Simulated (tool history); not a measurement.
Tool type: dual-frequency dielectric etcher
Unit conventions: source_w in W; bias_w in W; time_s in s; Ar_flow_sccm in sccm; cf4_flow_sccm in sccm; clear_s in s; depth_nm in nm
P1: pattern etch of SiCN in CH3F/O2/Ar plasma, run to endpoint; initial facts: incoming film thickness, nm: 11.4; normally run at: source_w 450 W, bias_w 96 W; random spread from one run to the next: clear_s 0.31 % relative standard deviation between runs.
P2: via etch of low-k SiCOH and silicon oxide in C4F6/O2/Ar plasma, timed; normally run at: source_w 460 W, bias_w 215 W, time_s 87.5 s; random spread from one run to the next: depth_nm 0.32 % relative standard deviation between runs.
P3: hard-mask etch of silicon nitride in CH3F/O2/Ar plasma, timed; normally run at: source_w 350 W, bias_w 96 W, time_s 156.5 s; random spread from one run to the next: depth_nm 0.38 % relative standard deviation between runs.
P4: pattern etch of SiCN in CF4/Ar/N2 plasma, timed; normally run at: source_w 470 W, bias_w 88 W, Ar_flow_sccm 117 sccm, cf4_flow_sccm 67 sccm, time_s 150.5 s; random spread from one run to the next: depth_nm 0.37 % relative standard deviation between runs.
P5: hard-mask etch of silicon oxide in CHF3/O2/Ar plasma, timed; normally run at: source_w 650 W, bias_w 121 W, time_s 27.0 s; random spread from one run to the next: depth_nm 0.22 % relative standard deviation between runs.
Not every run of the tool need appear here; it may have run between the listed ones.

run,day,process,source_w,bias_w,time_s,Ar_flow_sccm,cf4_flow_sccm,hours since the last wet clean,hours since the last source power generator calibration,hours since the last bias power generator calibration,clear_s,depth_nm
1,0.596,P1,450,96,,,,312.0,1153.7,1998.3,25.841,
2,1.075,P5,900,121,27.0,,,323.5,1165.2,2009.8,,55.660
3,1.538,P2,580,215,87.5,,,334.6,1176.3,2020.9,,293.730
4,2.342,P1,450,96,,,,353.9,1195.6,2040.2,25.915,
5,3.008,P1,310,96,,,,369.9,1211.6,2056.2,29.920,
6,3.421,P1,540,80,,,,379.8,1221.5,2066.1,25.882,
7,4.129,P1,450,96,,,,396.8,1238.5,2083.1,26.033,
8,4.812,P4,470,109,150.5,117,67,413.2,1254.9,2099.5,,153.690
9,5.438,P2,460,164,87.5,,,428.2,1269.9,2114.5,,247.360
10,6.196,P1,450,76,,,,446.4,1288.1,2132.7,28.306,
11,6.708,P1,450,122,,,,458.7,1300.4,2145.0,23.725,
12,7.188,P5,650,121,27.0,,,470.2,1311.9,2156.5,,48.695
# day 7.325: source power generator calibrated
13,7.867,P3,350,96,156.5,,,486.5,13.0,2172.8,,112.890
14,8.379,P2,460,215,87.5,,,498.8,25.3,2185.1,,269.950
15,8.833,P3,210,96,156.5,,,509.7,36.2,2196.0,,93.316
16,9.483,P4,470,88,150.5,117,42,525.3,51.8,2211.6,,131.750
17,10.175,P2,460,215,87.5,,,541.9,68.4,2228.2,,269.070
18,10.833,P4,470,88,91.5,117,67,557.7,84.2,2244.0,,85.925
19,11.196,P3,350,96,156.5,,,566.4,92.9,2252.7,,112.200
20,11.875,P1,450,96,,,,582.7,109.2,2269.0,26.052,
21,12.254,P2,460,215,108.5,,,591.8,118.3,2278.1,,332.470
22,12.658,P1,450,96,,,,601.5,128.0,2287.8,26.161,
23,13.192,P1,450,96,,,,614.3,140.8,2300.6,26.115,
24,13.779,P1,610,96,,,,628.4,154.9,2314.7,23.247,
25,14.500,P5,650,165,27.0,,,645.7,172.2,2332.0,,53.977
26,14.858,P1,340,124,,,,654.3,180.8,2340.6,26.121,
27,15.671,P3,350,96,220.0,,,673.8,200.3,2360.1,,157.790
28,16.483,P1,310,76,,,,693.3,219.8,2379.6,32.444,
29,16.875,P4,470,88,150.5,117,67,702.7,229.2,2389.0,,141.500
30,17.412,P5,650,121,35.5,,,715.6,242.1,2401.9,,64.119
31,17.954,P5,650,121,27.0,,,728.6,255.1,2414.9,,48.878
32,18.446,P3,350,132,156.5,,,740.4,266.9,2426.7,,127.180
33,18.912,P4,470,88,150.5,153,67,751.6,278.1,2437.9,,135.360
34,19.312,P4,310,88,150.5,117,67,761.2,287.7,2447.5,,98.921
35,20.096,P1,450,96,,,,780.0,306.5,2466.3,26.051,
36,20.854,P1,450,96,,,,798.2,324.7,2484.5,25.927,
37,21.350,P1,450,96,,,,810.1,336.6,2496.4,25.838,
38,21.862,P1,450,96,,,,822.4,348.9,2508.7,25.729,
39,22.338,P1,450,96,,,,833.8,360.3,2520.1,25.781,
40,23.092,P1,450,96,,,,851.9,378.4,2538.2,25.663,
# day 23.633: wet clean of the chamber
41,23.867,P1,450,96,,,,5.7,397.0,2556.8,25.623,
42,24.375,P1,450,96,,,,17.9,409.2,2569.0,25.602,
43,25.029,P1,450,96,,,,33.6,424.9,2584.7,25.678,
44,25.508,P1,450,96,,,,45.1,436.4,2596.2,25.537,
45,25.917,P1,450,96,,,,54.9,446.2,2606.0,25.549,
46,26.567,P1,450,96,,,,70.5,461.8,2621.6,25.553,

Something has made what P1 gives creep away from where it was; the 2 causes below, each at its own stated size, fit the log equally well:
A: source power that arrives over what is set, % = 4.48
B: bias power that arrives over what is set, % = 4.45
The drift started at roughly day 20.854.
Every other cause this tool's parts could produce, and why it does not fit the log:
chamber walls in a state that raises the etch rate, %: its service at day 23.633 followed the start of the drift and did not put the process back to its old value

Consider the 4 check runs below, whose results appear as question marks and each of which averages 2 wafers. Which one distinguishes the causes, in that each cause would give it a clearly different result?
check 1,27.217,P2,550,215,87.5,,,,,,,?
check 2,27.217,P4,330,88,113.0,117,67,,,,,?
check 3,27.217,P5,850,152,27.0,,,,,,,?
check 4,27.217,P3,280,126,156.5,,,,,,,?

What each check would give under each cause:
check,result,if A,if B
check 1,depth_nm,293.700,292.820
check 2,depth_nm,81.012,79.286
check 3,depth_nm,59.151,58.958
check 4,depth_nm,116.790,116.910
Gap, in per cent, between the two causes that each check separates least, read from the result that separates them most: check 1 0.3 %; check 2 2.15 %; check 3 0.33 %; check 4 0.1 %
Check 2 is the one run that separates the causes; every other check would come out nearly the same whichever cause is at work.

Running check 2 produced the following: depth_nm 79.514 nm. Which one of the listed causes fits?

Of the candidate causes, it is B: bias power that arrives over what is set, %.
